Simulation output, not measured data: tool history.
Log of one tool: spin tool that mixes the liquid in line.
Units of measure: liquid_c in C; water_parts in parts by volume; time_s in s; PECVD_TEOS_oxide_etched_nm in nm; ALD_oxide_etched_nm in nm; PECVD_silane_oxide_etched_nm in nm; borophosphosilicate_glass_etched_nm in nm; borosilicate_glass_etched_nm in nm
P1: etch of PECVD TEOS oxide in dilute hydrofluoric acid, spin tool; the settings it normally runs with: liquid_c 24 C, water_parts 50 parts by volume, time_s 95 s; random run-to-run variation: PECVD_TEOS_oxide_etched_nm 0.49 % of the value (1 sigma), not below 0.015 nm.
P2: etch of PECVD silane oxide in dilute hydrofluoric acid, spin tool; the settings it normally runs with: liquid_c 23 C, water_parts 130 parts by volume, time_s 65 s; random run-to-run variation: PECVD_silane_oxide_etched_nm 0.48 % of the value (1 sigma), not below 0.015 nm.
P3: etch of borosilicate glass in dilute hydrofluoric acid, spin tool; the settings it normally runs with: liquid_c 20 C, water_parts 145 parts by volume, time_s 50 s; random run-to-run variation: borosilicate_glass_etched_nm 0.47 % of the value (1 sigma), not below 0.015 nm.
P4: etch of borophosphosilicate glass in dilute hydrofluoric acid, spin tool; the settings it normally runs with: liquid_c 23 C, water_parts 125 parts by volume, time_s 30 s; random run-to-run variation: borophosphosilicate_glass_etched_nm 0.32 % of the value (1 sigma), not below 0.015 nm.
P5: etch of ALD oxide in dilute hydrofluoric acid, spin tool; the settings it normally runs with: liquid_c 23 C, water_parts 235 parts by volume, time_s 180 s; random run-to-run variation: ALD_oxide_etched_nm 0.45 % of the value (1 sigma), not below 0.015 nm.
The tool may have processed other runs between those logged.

run   hour  process  liquid_c  water_parts  time_s  hours since the thermometer was replaced  hours since the hydrofluoric acid flow meter was replaced  PECVD_TEOS_oxide_etched_nm  ALD_oxide_etched_nm  PECVD_silane_oxide_etched_nm  borophosphosilicate_glass_etched_nm  borosilicate_glass_etched_nm
  1   15.7       P1        24           50      95                                     295.4                                                        255                      52.309
  2   24.5       P1      30.5           50      95                                     304.2                                                      263.8                      68.013
  3   33.5       P1        30           50      25                                     313.2                                                      272.8                      17.376
  4   40.9       P1        19           50      95                                     320.6                                                      280.2                      42.252
  5   54.5       P1        24           20      95                                     334.2                                                      293.8                      136.38
  6   62.7       P1        24           50      95                                     342.4                                                        302                      52.064
  7     77       P5        23          235     180                                     356.7                                                      316.3                                           12.244
  8   89.4       P5        23          420     180                                     369.1                                                      328.7                                           5.8243
  9   97.6       P2        23          130      65                                     377.3                                                      336.9                                                                         9.1012
 10  104.7       P5        29          235     180                                     384.4                                                        344                                           15.109
 11  117.1       P1        24           50      95                                     396.8                                                      356.4                      52.298
 12  129.9       P4        23          195      30                                     409.6                                                      369.2                                                                                                              7.0583
 13  142.1       P1        24           50     160                                     421.8                                                      381.4                      87.185
 14  152.9       P1        24           50      95                                     432.6                                                      392.2                      52.092
 15  168.1       P2        23          130      65                                     447.8                                                      407.4                                                                         9.1971
 16  183.3       P2        23          205      65                                       463                                                      422.6                                                                           5.35
 17  192.2       P5        23          235     355                                     471.9                                                      431.5                                           24.232
 18  205.1       P3        17          145      50                                     484.8                                                      444.4                                                                                                                                            9.7677
 19  216.5       P1        29           20      95                                     496.2                                                      455.8                      165.94
 20  227.3       P2        17          130      65                                       507                                                      466.6                                                                         7.2293
 21  240.7       P3        20          145      50                                     520.4                                                        480                                                                                                                                            11.099
 22  254.4       P1        24           70      95                                     534.1                                                      493.7                      36.425
 23    264       P1        24           50      20                                     543.7                                                      503.3                          11
 24    274       P3        20          145     100                                     553.7                                                      513.3                                                                                                                                            22.034

Forecast run 25:
 25  282.4       P5        23          235     180                                     562.1                                                      521.7                                                ?

Run 25 produced ALD_oxide_etched_nm 12.25 nm.
